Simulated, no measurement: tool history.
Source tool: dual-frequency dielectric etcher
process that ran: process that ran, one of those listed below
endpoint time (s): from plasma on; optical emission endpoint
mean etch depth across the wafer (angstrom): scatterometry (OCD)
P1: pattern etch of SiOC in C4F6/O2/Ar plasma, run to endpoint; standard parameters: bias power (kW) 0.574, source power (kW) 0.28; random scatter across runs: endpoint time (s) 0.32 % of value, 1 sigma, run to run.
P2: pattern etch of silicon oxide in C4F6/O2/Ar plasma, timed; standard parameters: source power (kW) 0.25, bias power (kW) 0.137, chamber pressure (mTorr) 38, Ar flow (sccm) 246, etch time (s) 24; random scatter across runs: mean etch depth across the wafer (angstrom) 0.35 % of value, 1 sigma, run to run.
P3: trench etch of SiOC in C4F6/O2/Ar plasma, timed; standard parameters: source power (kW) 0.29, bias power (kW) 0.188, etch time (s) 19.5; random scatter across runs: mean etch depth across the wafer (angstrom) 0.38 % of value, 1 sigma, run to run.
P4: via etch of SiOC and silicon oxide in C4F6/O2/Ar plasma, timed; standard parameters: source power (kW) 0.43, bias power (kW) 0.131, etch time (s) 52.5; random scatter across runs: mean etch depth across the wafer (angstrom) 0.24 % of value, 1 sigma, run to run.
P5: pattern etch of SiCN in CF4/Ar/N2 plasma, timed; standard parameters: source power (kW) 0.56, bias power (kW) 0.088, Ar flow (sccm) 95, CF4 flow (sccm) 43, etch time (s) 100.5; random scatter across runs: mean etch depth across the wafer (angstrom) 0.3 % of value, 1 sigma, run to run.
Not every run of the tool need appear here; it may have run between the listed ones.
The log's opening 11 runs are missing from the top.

| run | hour | process that ran | bias power (kW) | source power (kW) | Ar flow (sccm) | CF4 flow (sccm) | etch time (s) | chamber pressure (mTorr) | hours since the last wet clean | hours since the last bias power generator calibration | hours since the last source power generator calibration | endpoint time (s) | mean etch depth across the wafer (angstrom) |
|---|---|---|---|---|---|---|---|---|---|---|---|---|---|
| 12 | 137.2 | P2 | 0.173 | 0.25 | 246 |  | 24 | 38 | 271.8 | 2633.5 | 64 |  | 601.49 |
| 13 | 151.7 | P2 | 0.137 | 0.25 | 178 |  | 24 | 38 | 286.3 | 2648 | 78.5 |  | 574.76 |
| 14 | 160.8 | P5 | 0.088 | 0.56 | 95 | 43 | 100.5 |  | 295.4 | 2657.1 | 87.6 |  | 1051.1 |
| 15 | 171.9 | P1 | 0.574 | 0.28 |  |  |  |  | 306.5 | 2668.2 | 98.7 | 15.324 |  |
| 16 | 182.9 | P1 | 0.79 | 0.36 |  |  |  |  | 317.5 | 2679.2 | 109.7 | 12.191 |  |
| 17 | 190.1 | P4 | 0.181 | 0.43 |  |  | 52.5 |  | 324.7 | 2686.4 | 116.9 |  | 601.21 |
| 18 | 196.5 | P2 | 0.137 | 0.25 | 246 |  | 24 | 38 | 331.1 | 2692.8 | 123.3 |  | 552.76 |
| 19 | 209.5 | P5 | 0.119 | 0.56 | 95 | 43 | 100.5 |  | 344.1 | 2705.8 | 136.3 |  | 1183.8 |
| 20 | 221 | P3 | 0.188 | 0.29 |  |  | 24.5 |  | 355.6 | 2717.3 | 147.8 |  | 467.32 |
| 21 | 229.4 | P1 | 0.574 | 0.18 |  |  |  |  | 364 | 2725.7 | 156.2 | 17.916 |  |

Run 22, settings as shown, results not yet in. Your forecast:
| 22 | 243.5 | P5 | 0.088 | 0.56 | 95 | 31 | 100.5 |  | 378.1 | 2739.8 | 170.3 |  | ? |

mean etch depth across the wafer (angstrom): 999.56

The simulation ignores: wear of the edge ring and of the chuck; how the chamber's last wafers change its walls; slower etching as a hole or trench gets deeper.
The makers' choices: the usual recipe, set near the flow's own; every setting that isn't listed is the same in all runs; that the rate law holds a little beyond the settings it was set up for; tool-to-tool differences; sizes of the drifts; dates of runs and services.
